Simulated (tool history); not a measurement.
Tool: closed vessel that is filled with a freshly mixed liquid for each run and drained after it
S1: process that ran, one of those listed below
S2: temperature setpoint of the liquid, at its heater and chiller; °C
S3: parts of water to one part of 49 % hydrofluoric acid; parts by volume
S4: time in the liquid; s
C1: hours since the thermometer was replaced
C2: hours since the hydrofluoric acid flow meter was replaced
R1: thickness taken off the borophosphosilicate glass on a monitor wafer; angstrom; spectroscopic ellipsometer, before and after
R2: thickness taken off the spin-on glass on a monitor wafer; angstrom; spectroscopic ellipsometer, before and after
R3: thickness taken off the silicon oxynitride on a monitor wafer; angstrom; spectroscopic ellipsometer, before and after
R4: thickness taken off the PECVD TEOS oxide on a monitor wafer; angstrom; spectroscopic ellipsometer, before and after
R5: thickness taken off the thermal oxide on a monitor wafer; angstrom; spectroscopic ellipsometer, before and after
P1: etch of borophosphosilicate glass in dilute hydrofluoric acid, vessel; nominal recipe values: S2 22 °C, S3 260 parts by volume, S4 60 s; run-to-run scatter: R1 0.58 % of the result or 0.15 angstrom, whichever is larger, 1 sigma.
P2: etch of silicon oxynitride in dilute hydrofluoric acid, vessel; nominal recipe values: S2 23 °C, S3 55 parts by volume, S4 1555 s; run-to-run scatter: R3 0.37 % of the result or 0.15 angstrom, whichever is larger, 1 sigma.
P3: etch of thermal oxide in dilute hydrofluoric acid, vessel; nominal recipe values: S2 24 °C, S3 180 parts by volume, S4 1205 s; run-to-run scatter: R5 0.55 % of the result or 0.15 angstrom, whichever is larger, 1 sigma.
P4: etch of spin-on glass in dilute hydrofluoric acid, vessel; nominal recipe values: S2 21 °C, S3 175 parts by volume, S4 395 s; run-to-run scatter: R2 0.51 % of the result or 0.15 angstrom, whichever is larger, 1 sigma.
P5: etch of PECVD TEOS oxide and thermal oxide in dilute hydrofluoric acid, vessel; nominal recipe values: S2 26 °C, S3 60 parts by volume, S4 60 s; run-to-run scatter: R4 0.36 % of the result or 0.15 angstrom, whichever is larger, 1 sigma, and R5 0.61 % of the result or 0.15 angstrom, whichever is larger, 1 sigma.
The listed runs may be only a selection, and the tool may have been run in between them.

{"run": 1, "hour": 14.1, "S1": "P1", "S2": 22, "S3": 260, "S4": 60, "C1": 768.2, "C2": 1018.4, "R1": 86.021}
{"run": 2, "hour": 27.0, "S1": "P1", "S2": 22, "S3": 260, "S4": 30, "C1": 781.1, "C2": 1031.3, "R1": 43.221}
{"run": 3, "hour": 39.3, "S1": "P1", "S2": 17, "S3": 260, "S4": 60, "C1": 793.4, "C2": 1043.6, "R1": 72.714}
{"run": 4, "hour": 56.2, "S1": "P4", "S2": 21, "S3": 175, "S4": 395, "C1": 810.3, "C2": 1060.5, "R2": 484.41}
{"run": 5, "hour": 64.2, "S1": "P2", "S2": 23, "S3": 95, "S4": 1555, "C1": 818.3, "C2": 1068.5, "R3": 228.37}
{"run": 6, "hour": 78.2, "S1": "P2", "S2": 29, "S3": 55, "S4": 1555, "C1": 832.3, "C2": 1082.5, "R3": 539.79}
{"run": 7, "hour": 88.7, "S1": "P1", "S2": 22, "S3": 150, "S4": 60, "C1": 842.8, "C2": 1093, "R1": 169.9}
{"run": 8, "hour": 105.0, "S1": "P2", "S2": 23, "S3": 55, "S4": 1555, "C1": 859.1, "C2": 1109.3, "R3": 405.17}
{"run": 9, "hour": 119.0, "S1": "P5", "S2": 26, "S3": 60, "S4": 60, "C1": 873.1, "C2": 1123.3, "R4": 220.69, "R5": 56.509}
{"run": 10, "hour": 131.2, "S1": "P1", "S2": 22, "S3": 260, "S4": 60, "C1": 885.3, "C2": 1135.5, "R1": 85.968}
{"run": 11, "hour": 146.2, "S1": "P3", "S2": 24, "S3": 180, "S4": 375, "C1": 900.3, "C2": 1150.5, "R5": 88.295}
{"run": 12, "hour": 162.0, "S1": "P5", "S2": 26, "S3": 105, "S4": 60, "C1": 916.1, "C2": 1166.3, "R4": 118.99, "R5": 30.023}
{"run": 13, "hour": 175.8, "S1": "P5", "S2": 26, "S3": 60, "S4": 60, "C1": 929.9, "C2": 1180.1, "R4": 221.54, "R5": 55.703}
{"run": 14, "hour": 188.9, "S1": "P4", "S2": 21, "S3": 300, "S4": 395, "C1": 943, "C2": 1193.2, "R2": 251.88}
{"run": 15, "hour": 197.2, "S1": "P1", "S2": 26.5, "S3": 260, "S4": 60, "C1": 951.3, "C2": 1201.5, "R1": 103.34}
{"run": 16, "hour": 204.9, "S1": "P5", "S2": 30.5, "S3": 60, "S4": 60, "C1": 959, "C2": 1209.2, "R4": 263.15, "R5": 66.364}
{"run": 17, "hour": 215.2, "S1": "P1", "S2": 18.5, "S3": 260, "S4": 30, "C1": 969.3, "C2": 1219.5, "R1": 38.544}
{"run": 18, "hour": 232.2, "S1": "P4", "S2": 21, "S3": 175, "S4": 395, "C1": 986.3, "C2": 1236.5, "R2": 483.48}
{"run": 19, "hour": 241.2, "S1": "P2", "S2": 23, "S3": 55, "S4": 2850, "C1": 995.3, "C2": 1245.5, "R3": 744.09}
{"run": 20, "hour": 251.8, "S1": "P3", "S2": 24, "S3": 180, "S4": 1205, "C1": 1005.9, "C2": 1256.1, "R5": 285.74}
{"run": 21, "hour": 265.0, "S1": "P1", "S2": 27, "S3": 455, "S4": 60, "C1": 1019.1, "C2": 1269.3, "R1": 49.451}
{"run": 22, "hour": 276.0, "S1": "P1", "S2": 22, "S3": 260, "S4": 60, "C1": 1030.1, "C2": 1280.3, "R1": 87.242}
{"run": 23, "hour": 289.2, "S1": "P4", "S2": 21, "S3": 175, "S4": 160, "C1": 1043.3, "C2": 1293.5, "R2": 199.6}
{"run": 24, "hour": 303.5, "S1": "P4", "S2": 28.5, "S3": 175, "S4": 395, "C1": 1057.6, "C2": 1307.8, "R2": 647.12}

Run 25 comes next. What will it give?
{"run": 25, "hour": 313.2, "S1": "P1", "S2": 22, "S3": 260, "S4": 95, "C1": 1067.3, "C2": 1317.5, "R1": "?"}

{"run 25": {"R1": 137.88}}
